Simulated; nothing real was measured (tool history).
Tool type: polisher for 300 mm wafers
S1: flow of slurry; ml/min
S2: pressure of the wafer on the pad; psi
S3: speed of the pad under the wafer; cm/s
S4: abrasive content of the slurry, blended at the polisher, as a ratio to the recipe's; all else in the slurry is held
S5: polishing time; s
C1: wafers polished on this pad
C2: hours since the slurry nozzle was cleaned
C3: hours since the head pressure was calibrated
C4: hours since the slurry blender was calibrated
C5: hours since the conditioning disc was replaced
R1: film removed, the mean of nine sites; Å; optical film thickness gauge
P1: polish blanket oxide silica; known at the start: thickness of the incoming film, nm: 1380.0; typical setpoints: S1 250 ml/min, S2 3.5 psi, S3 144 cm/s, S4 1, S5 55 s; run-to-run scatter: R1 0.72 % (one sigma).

{"run": 1, "day": 0.558, "S1": 250, "S2": 3.5, "S3": 144, "S4": 1, "S5": 55, "C1": 537, "C2": 211.3, "C3": 452.2, "C4": 110.1, "C5": 264.5, "R1": 1675.1}
{"run": 2, "day": 1.175, "S1": 250, "S2": 3.5, "S3": 144, "S4": 1, "S5": 55, "C1": 753, "C2": 226.1, "C3": 467, "C4": 124.9, "C5": 279.3, "R1": 1690.6}
{"run": 3, "day": 1.488, "S1": 250, "S2": 3.5, "S3": 144, "S4": 0.5, "S5": 55, "C1": 863, "C2": 233.6, "C3": 474.5, "C4": 132.4, "C5": 286.8, "R1": 1153.4}
{"run": 4, "day": 1.958, "S1": 250, "S2": 3.5, "S3": 96, "S4": 1, "S5": 55, "C1": 1028, "C2": 244.9, "C3": 485.8, "C4": 143.7, "C5": 298.1, "R1": 1209.7}
{"run": 5, "day": 2.354, "S1": 250, "S2": 3.5, "S3": 144, "S4": 1, "S5": 55, "C1": 1166, "C2": 254.4, "C3": 495.3, "C4": 153.2, "C5": 307.6, "R1": 1642.9}
{"run": 6, "day": 2.908, "S1": 250, "S2": 5.4, "S3": 144, "S4": 1, "S5": 55, "C1": 1360, "C2": 267.7, "C3": 508.6, "C4": 166.5, "C5": 320.9, "R1": 2585.3}
{"run": 7, "day": 3.262, "S1": 250, "S2": 3.5, "S3": 144, "S4": 1, "S5": 55, "C1": 1485, "C2": 276.2, "C3": 517.1, "C4": 175, "C5": 329.4, "R1": 1675.6}
{"run": 8, "day": 3.883, "S1": 250, "S2": 3.5, "S3": 144, "S4": 1, "S5": 31, "C1": 1702, "C2": 291.1, "C3": 532, "C4": 189.9, "C5": 344.3, "R1": 935.63}
{"run": 9, "day": 4.308, "S1": 250, "S2": 3.5, "S3": 190, "S4": 1, "S5": 55, "C1": 1851, "C2": 301.3, "C3": 542.2, "C4": 200.1, "C5": 354.5, "R1": 2053.8}
{"run": 10, "day": 5.025, "S1": 250, "S2": 3.5, "S3": 144, "S4": 1, "S5": 70, "C1": 2102, "C2": 318.5, "C3": 559.4, "C4": 217.3, "C5": 371.7, "R1": 2140.2}
{"run": 11, "day": 5.754, "S1": 250, "S2": 3.5, "S3": 144, "S4": 1, "S5": 55, "C1": 2357, "C2": 336, "C3": 576.9, "C4": 234.8, "C5": 389.2, "R1": 1652.4}
{"run": 12, "day": 6.283, "S1": 250, "S2": 2.1, "S3": 144, "S4": 1, "S5": 72, "C1": 2543, "C2": 348.7, "C3": 589.6, "C4": 247.5, "C5": 401.9, "R1": 1311.6}
{"run": 13, "day": 6.688, "S1": 150, "S2": 3.5, "S3": 144, "S4": 1, "S5": 55, "C1": 2684, "C2": 358.4, "C3": 599.3, "C4": 257.2, "C5": 411.6, "R1": 1566.6}
{"run": 14, "day": 7.271, "S1": 250, "S2": 1.7, "S3": 144, "S4": 1, "S5": 55, "C1": 2889, "C2": 372.4, "C3": 613.3, "C4": 271.2, "C5": 425.6, "R1": 815.53}
{"run": 15, "day": 7.888, "S1": 345, "S2": 3.5, "S3": 144, "S4": 1, "S5": 55, "C1": 3105, "C2": 387.2, "C3": 628.1, "C4": 286, "C5": 440.4, "R1": 1734}
{"run": 16, "day": 8.442, "S1": 250, "S2": 3.5, "S3": 144, "S4": 1.25, "S5": 55, "C1": 3299, "C2": 400.5, "C3": 641.4, "C4": 299.3, "C5": 453.7, "R1": 1840.3}
{"run": 17, "day": 9.162, "S1": 250, "S2": 2.4, "S3": 144, "S4": 0.55, "S5": 55, "C1": 3551, "C2": 417.8, "C3": 658.7, "C4": 316.6, "C5": 471, "R1": 842.47}
{"run": 18, "day": 9.688, "S1": 250, "S2": 3.5, "S3": 144, "S4": 1, "S5": 55, "C1": 3735, "C2": 430.4, "C3": 671.3, "C4": 329.2, "C5": 483.6, "R1": 1686.3}
{"run": 19, "day": 10.379, "S1": 250, "S2": 3.5, "S3": 144, "S4": 1, "S5": 55, "C1": 3978, "C2": 447, "C3": 687.9, "C4": 345.8, "C5": 500.2, "R1": 1611.7}
{"run": 20, "day": 10.875, "S1": 250, "S2": 3.5, "S3": 144, "S4": 1, "S5": 55, "C1": 4151, "C2": 458.9, "C3": 699.8, "C4": 357.7, "C5": 512.1, "R1": 1608.4}
{"run": 21, "day": 11.262, "S1": 250, "S2": 3.5, "S3": 144, "S4": 1, "S5": 55, "C1": 4287, "C2": 468.2, "C3": 709.1, "C4": 367, "C5": 521.4, "R1": 1557.7}
{"run": 22, "day": 11.688, "S1": 250, "S2": 3.5, "S3": 144, "S4": 1, "S5": 55, "C1": 4436, "C2": 478.4, "C3": 719.3, "C4": 377.2, "C5": 531.6, "R1": 1571.2}
{"run": 23, "day": 12.079, "S1": 250, "S2": 3.5, "S3": 144, "S4": 1, "S5": 55, "C1": 4573, "C2": 487.8, "C3": 728.7, "C4": 386.6, "C5": 541, "R1": 1572.2}
{"day": 12.217, "done": "worn pad replaced by a new one"}
{"run": 24, "day": 12.433, "S1": 250, "S2": 3.5, "S3": 144, "S4": 1, "S5": 55, "C1": 76, "C2": 496.3, "C3": 737.2, "C4": 395.1, "C5": 549.5, "R1": 1536.9}
{"day": 12.529, "done": "slurry nozzle cleaned"}
{"day": 12.892, "done": "conditioning disc replaced and pad reconditioned"}
{"run": 25, "day": 13.075, "S1": 250, "S2": 3.5, "S3": 144, "S4": 1, "S5": 55, "C1": 300, "C2": 13.1, "C3": 752.6, "C4": 410.5, "C5": 4.4, "R1": 1571.4}
{"run": 26, "day": 13.425, "S1": 250, "S2": 3.5, "S3": 144, "S4": 1, "S5": 55, "C1": 423, "C2": 21.5, "C3": 761, "C4": 418.9, "C5": 12.8, "R1": 1538.9}
{"run": 27, "day": 13.821, "S1": 250, "S2": 3.5, "S3": 144, "S4": 1, "S5": 55, "C1": 562, "C2": 31, "C3": 770.5, "C4": 428.4, "C5": 22.3, "R1": 1532.1}
{"run": 28, "day": 14.167, "S1": 250, "S2": 3.5, "S3": 144, "S4": 1, "S5": 55, "C1": 683, "C2": 39.3, "C3": 778.8, "C4": 436.7, "C5": 30.6, "R1": 1535.9}
{"run": 29, "day": 14.575, "S1": 250, "S2": 3.5, "S3": 144, "S4": 1, "S5": 55, "C1": 826, "C2": 49.1, "C3": 788.6, "C4": 446.5, "C5": 40.4, "R1": 1531.9}

P1 no longer gives what it gave before; its output has crept away from where it was. The following 2 causes, each at its listed size, fit the log equally well:
A: abrasive missing from the slurry, % = 16.2
B: head's pressure below its setpoint, % = 8.07
The drift started at roughly day 9.688.
What rules out each remaining cause:
removal rate lost through wear of the pad, %: maintenance at day 12.217, after the shift began, did not return the process to its former output
slurry flow missing at the pad, %: maintenance at day 12.529, after the shift began, did not return the process to its former output
time polished since the conditioner stopped cutting, s: maintenance at day 12.892, after the shift began, did not return the process to its former output

Which of the 4 check runs listed below, each an average over 5 wafers with its results shown as question marks, gives clearly different results under the different listed causes?
{"run": "check 1", "day": 14.983, "S1": 250, "S2": 2.1, "S3": 144, "S4": 0.55, "S5": 55, "R1": "?"}
{"run": "check 2", "day": 14.983, "S1": 250, "S2": 4.9, "S3": 144, "S4": 1, "S5": 55, "R1": "?"}
{"run": "check 3", "day": 14.983, "S1": 250, "S2": 3.5, "S3": 144, "S4": 1, "S5": 41, "R1": "?"}
{"run": "check 4", "day": 14.983, "S1": 340, "S2": 3.5, "S3": 144, "S4": 1, "S5": 55, "R1": "?"}

What each check would give under each cause:
check=check_1 result=R1 if_A=656.54 if_B=673.85
check=check_2 result=R1 if_A=2156.9 if_B=2157.1
check=check_3 result=R1 if_A=1148.5 if_B=1148.6
check=check_4 result=R1 if_A=1585.1 if_B=1585.2
Smallest distance between any two causes, each pair judged by its most separating result, in per cent: check 1 2.6 %; check 2 0.01 %; check 3 0.01 %; check 4 0.01 %
The other checks would show nearly matching results whichever cause is true, so check 1 is the only one that separates the causes.

The results of check 1 are: R1 661.01 Å. Based on these, which of the listed causes is it?

It was cause A: abrasive missing from the slurry, %.

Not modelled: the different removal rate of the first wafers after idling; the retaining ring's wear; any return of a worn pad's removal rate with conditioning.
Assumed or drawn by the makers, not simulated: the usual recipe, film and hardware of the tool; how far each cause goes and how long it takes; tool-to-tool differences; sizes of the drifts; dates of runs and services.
